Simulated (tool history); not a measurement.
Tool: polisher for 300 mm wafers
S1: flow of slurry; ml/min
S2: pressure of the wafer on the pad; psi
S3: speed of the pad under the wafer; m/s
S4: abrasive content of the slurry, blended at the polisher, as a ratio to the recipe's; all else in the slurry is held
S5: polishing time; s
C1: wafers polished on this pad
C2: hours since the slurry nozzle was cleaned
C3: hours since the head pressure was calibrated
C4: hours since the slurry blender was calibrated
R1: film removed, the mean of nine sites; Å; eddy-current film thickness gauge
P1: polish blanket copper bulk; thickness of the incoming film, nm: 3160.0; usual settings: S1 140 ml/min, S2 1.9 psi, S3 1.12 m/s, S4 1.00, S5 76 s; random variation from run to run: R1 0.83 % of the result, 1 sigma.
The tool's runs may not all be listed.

run	day	S1	S2	S3	S4	S5	C1	C2	C3	C4	R1
1	0.158	140	1.9	1.12	1.00	76	153	327.2	402.8	79.5	4445.3
2	0.250	140	1.9	1.12	1.00	76	182	329.4	405.0	81.7	4488.5
3	0.442	85	1.9	1.12	1.00	76	242	334.0	409.6	86.3	3966.8
4	0.538	140	1.9	1.12	1.00	76	272	336.3	411.9	88.6	4508.8
5	0.738	140	1.9	1.12	1.45	76	335	341.1	416.7	93.4	4920.7
6	0.883	140	1.9	1.12	1.00	40	381	344.6	420.2	96.9	2354.8
7	1.075	140	1.9	1.12	0.55	76	441	349.2	424.8	101.5	3979.4
8	1.200	140	1.9	1.12	1.00	76	480	352.2	427.8	104.5	4494.8
9	1.308	205	1.9	1.12	1.00	76	514	354.8	430.4	107.1	4793.5
10	1.471	140	1.9	1.12	1.20	47	565	358.7	434.3	111.0	2869.9
11	1.575	140	1.9	1.12	1.00	117	598	361.2	436.8	113.5	6795.6
12	1.746	140	1.4	1.38	1.00	76	652	365.3	440.9	117.6	4068.5
# day 1.796: slurry nozzle cleaned
13	1.871	140	0.9	1.12	1.00	76	691	1.8	443.9	120.6	2106.8
14	1.962	140	1.9	1.12	1.00	76	720	4.0	446.1	122.8	4449.3

The next listed run, before its measurement:
15	2.079	140	1.9	1.12	1.00	76	757	6.8	448.9	125.6	?

R1: 4439.8 Å
